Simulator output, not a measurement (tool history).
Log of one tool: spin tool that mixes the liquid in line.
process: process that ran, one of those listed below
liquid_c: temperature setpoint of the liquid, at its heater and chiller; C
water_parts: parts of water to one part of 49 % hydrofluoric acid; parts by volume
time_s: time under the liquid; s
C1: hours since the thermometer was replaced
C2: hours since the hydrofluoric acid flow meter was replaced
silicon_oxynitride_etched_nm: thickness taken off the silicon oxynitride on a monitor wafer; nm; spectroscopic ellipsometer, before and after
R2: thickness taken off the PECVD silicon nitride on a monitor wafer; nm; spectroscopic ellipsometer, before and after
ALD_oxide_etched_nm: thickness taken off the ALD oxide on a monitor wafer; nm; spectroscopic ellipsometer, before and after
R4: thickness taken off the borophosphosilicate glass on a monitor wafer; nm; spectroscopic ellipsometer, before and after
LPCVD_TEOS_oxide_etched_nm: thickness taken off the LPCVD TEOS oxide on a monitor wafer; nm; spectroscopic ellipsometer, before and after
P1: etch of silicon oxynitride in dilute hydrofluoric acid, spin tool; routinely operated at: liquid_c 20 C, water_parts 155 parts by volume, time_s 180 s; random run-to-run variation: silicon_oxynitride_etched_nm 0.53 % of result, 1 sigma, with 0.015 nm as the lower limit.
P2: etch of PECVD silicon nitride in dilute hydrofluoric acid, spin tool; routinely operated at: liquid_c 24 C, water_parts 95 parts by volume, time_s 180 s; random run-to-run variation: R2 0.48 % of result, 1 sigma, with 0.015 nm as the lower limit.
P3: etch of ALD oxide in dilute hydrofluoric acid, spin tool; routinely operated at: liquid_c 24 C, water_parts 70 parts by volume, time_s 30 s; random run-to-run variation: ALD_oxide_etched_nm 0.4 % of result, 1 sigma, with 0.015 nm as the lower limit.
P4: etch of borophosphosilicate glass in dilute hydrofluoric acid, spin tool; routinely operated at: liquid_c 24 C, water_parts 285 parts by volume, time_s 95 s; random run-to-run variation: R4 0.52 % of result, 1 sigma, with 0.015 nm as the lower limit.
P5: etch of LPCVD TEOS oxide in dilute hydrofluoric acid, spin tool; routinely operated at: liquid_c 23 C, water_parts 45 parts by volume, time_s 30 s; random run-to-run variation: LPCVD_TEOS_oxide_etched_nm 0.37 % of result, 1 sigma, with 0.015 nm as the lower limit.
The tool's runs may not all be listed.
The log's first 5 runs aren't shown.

run 6 hour=33.5 | process=P1 liquid_c=20 water_parts=155 time_s=355 | C1=226 C2=217.3 | silicon_oxynitride_etched_nm=8.6305
run 7 hour=39.1 | process=P1 liquid_c=20 water_parts=155 time_s=180 | C1=231.6 C2=222.9 | silicon_oxynitride_etched_nm=4.4015
run 8 hour=44.5 | process=P2 liquid_c=24 water_parts=20 time_s=180 | C1=237 C2=228.3 | R2=39.99
run 9 hour=50.4 | process=P4 liquid_c=24 water_parts=285 time_s=95 | C1=242.9 C2=234.2 | R4=9.2276
run 10 hour=54.8 | process=P1 liquid_c=20 water_parts=155 time_s=100 | C1=247.3 C2=238.6 | silicon_oxynitride_etched_nm=2.4246
run 11 hour=62.3 | process=P5 liquid_c=18.5 water_parts=45 time_s=30 | C1=254.8 C2=246.1 | LPCVD_TEOS_oxide_etched_nm=18.885
run 12 hour=69.4 | process=P3 liquid_c=17 water_parts=70 time_s=30 | C1=261.9 C2=253.2 | ALD_oxide_etched_nm=8.4194
run 13 hour=73.9 | process=P2 liquid_c=24 water_parts=95 time_s=15 | C1=266.4 C2=257.7 | R2=0.74125
run 14 hour=78.2 | process=P1 liquid_c=20 water_parts=35 time_s=80 | C1=270.7 C2=262 | silicon_oxynitride_etched_nm=9.5153
run 15 hour=83.1 | process=P5 liquid_c=23 water_parts=45 time_s=15 | C1=275.6 C2=266.9 | LPCVD_TEOS_oxide_etched_nm=11.443
run 16 hour=87.7 | process=P1 liquid_c=20 water_parts=155 time_s=180 | C1=280.2 C2=271.5 | silicon_oxynitride_etched_nm=4.4202
run 17 hour=91.8 | process=P3 liquid_c=24 water_parts=70 time_s=50 | C1=284.3 C2=275.6 | ALD_oxide_etched_nm=18.682
run 18 hour=97.7 | process=P1 liquid_c=20 water_parts=155 time_s=180 | C1=290.2 C2=281.5 | silicon_oxynitride_etched_nm=4.4229
run 19 hour=102.9 | process=P4 liquid_c=17.5 water_parts=285 time_s=95 | C1=295.4 C2=286.7 | R4=7.2413
run 20 hour=109.7 | process=P4 liquid_c=24 water_parts=70 time_s=95 | C1=302.2 C2=293.5 | R4=47.658
run 21 hour=113.7 | process=P2 liquid_c=24 water_parts=95 time_s=180 | C1=306.2 C2=297.5 | R2=8.8155

Run 22, settings as shown, results not yet in. Your forecast:
run 22 hour=119 | process=P5 liquid_c=23 water_parts=60 time_s=30 | C1=311.5 C2=302.8 | LPCVD_TEOS_oxide_etched_nm=?

{"run 22": {"LPCVD_TEOS_oxide_etched_nm": 16.889}}
